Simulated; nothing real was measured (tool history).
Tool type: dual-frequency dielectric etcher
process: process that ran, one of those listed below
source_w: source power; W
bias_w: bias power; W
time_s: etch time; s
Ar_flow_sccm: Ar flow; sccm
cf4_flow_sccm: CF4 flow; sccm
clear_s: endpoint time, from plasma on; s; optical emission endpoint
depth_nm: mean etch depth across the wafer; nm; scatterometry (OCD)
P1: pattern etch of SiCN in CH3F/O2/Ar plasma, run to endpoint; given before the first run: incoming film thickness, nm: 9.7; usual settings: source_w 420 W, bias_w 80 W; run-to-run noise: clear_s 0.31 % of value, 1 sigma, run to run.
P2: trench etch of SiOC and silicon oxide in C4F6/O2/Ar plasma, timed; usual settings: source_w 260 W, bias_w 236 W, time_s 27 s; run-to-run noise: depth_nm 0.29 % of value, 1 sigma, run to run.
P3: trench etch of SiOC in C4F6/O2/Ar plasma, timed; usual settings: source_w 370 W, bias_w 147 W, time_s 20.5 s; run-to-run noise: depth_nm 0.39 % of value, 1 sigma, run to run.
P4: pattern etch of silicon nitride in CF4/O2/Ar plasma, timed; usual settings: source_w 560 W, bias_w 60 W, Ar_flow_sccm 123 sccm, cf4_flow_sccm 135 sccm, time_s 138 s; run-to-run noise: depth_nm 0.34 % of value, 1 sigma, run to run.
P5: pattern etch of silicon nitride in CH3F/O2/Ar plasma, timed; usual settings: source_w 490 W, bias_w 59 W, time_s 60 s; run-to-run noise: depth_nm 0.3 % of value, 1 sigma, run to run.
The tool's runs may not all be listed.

run,hour,process,source_w,bias_w,time_s,Ar_flow_sccm,cf4_flow_sccm,hours since the last wet clean,hours since the last source power generator calibration,hours since the last bias power generator calibration,clear_s,depth_nm
1,7.9,P1,420,80,,,,135.9,225.9,182.7,24.25,
2,16.5,P2,260,236,39,,,144.5,234.5,191.3,,69.803
3,21.3,P2,180,236,27,,,149.3,239.3,196.1,,41.978
4,27.9,P4,560,60,138,123,96,155.9,245.9,202.7,,304.07
5,37.5,P4,560,60,138,164,135,165.5,255.5,212.3,,305.88
6,44.5,P4,780,60,138,123,135,172.5,262.5,219.3,,426.14
7,52.2,P5,490,59,60,,,180.2,270.2,227,,43.437
8,57.8,P3,520,147,20.5,,,185.8,275.8,232.6,,44.385
9,62.5,P1,420,64,,,,190.5,280.5,237.3,26.215,
10,67.3,P2,260,331,27,,,195.3,285.3,242.1,,54.611
11,75.4,P3,370,147,14,,,203.4,293.4,250.2,,26.625
12,84.2,P4,560,46,138,123,135,212.2,302.2,259,,285.85
13,90.9,P4,560,60,99,123,135,218.9,308.9,265.7,,228.98
14,98.8,P4,560,60,138,123,135,226.8,316.8,273.6,,316.74
15,106.3,P1,580,57,,,,234.3,324.3,281.1,23.996,
# hour 106.7: bias power generator calibrated
16,113.2,P2,260,236,27,,,241.2,331.2,6.6,,48.314
17,119.3,P1,510,80,,,,247.3,337.3,12.7,22.468,
18,124.3,P5,490,40,60,,,252.3,342.3,17.7,,38.909
19,134.5,P1,420,80,,,,262.5,352.5,27.9,24.219,
20,141.8,P4,560,60,138,123,135,269.8,359.8,35.2,,316.17
21,148,P1,420,111,,,,276,366,41.4,21.363,
22,157.3,P1,300,80,,,,285.3,375.3,50.7,27.365,
23,163.5,P1,420,80,,,,291.5,381.5,56.9,24.414,
24,172.1,P3,370,147,20.5,,,300.1,390.1,65.5,,39.048
25,177.1,P3,370,179,20.5,,,305.1,395.1,70.5,,41.302
26,185,P5,490,59,39,,,313,403,78.4,,28.378
27,190.6,P1,420,80,,,,318.6,408.6,84,24.266,
28,200.3,P3,370,147,20.5,,,328.3,418.3,93.7,,39.207
29,208.2,P1,420,80,,,,336.2,426.2,101.6,24.239,
30,218.5,P5,650,59,60,,,346.5,436.5,111.9,,48.718
31,228.5,P1,420,80,,,,356.5,446.5,121.9,24.215,
32,235.2,P1,420,80,,,,363.2,453.2,128.6,24.277,
33,240.5,P1,420,80,,,,368.5,458.5,133.9,24.563,
34,249.1,P1,420,80,,,,377.1,467.1,142.5,24.622,
35,254.3,P1,420,80,,,,382.3,472.3,147.7,24.644,
# hour 260.7: wet clean of the chamber
36,264.2,P1,420,80,,,,3.6,482.2,157.6,24.706,
37,273.5,P1,420,80,,,,12.9,491.5,166.9,24.644,

P1 has crept away from where it was. The log is fitted equally well by each of these 2 causes, at the sizes shown:
A: source power that arrives under what is set, % = 4.67
B: bias power that arrives under what is set, % = 4.87
The drift started at roughly hour 228.5.
Every other cause this tool's parts could produce, and why it does not fit the log:
chamber walls in a state that lowers the etch rate, %: serviced after onset, at hour 260.7, with no recovery of the prior output

Each of the check runs listed below is run on 2 wafers and reports their average, with the results left as question marks. Pick the one under which the possible causes would lead to clearly different results.
check 1,282.8,P3,470,178,20.5,,,,,,,?
check 2,282.8,P4,560,60,138,163,135,,,,,?
check 3,282.8,P2,210,295,27,,,,,,,?
check 4,282.8,P5,600,59,46,,,,,,,?

What every check run would give for each of its results, assuming each possible cause in turn:
check,result,if A,if B
check 1,depth_nm,44.496,44.639
check 2,depth_nm,293.9,300.38
check 3,depth_nm,47.365,47.36
check 4,depth_nm,35.634,35.739
Distance between the nearest two causes, measured in the result of the check that separates them most: check 1 0.32 %; check 2 2.18 %; check 3 0.01 %; check 4 0.3 %
Check 2 distinguishes between the causes, while the remaining checks would return nearly the same result for all of them.

Check 2 has now been run. It gave: depth_nm 300.59 nm. Which of the candidate causes is it?

The cause is B: bias power that arrives under what is set, %.

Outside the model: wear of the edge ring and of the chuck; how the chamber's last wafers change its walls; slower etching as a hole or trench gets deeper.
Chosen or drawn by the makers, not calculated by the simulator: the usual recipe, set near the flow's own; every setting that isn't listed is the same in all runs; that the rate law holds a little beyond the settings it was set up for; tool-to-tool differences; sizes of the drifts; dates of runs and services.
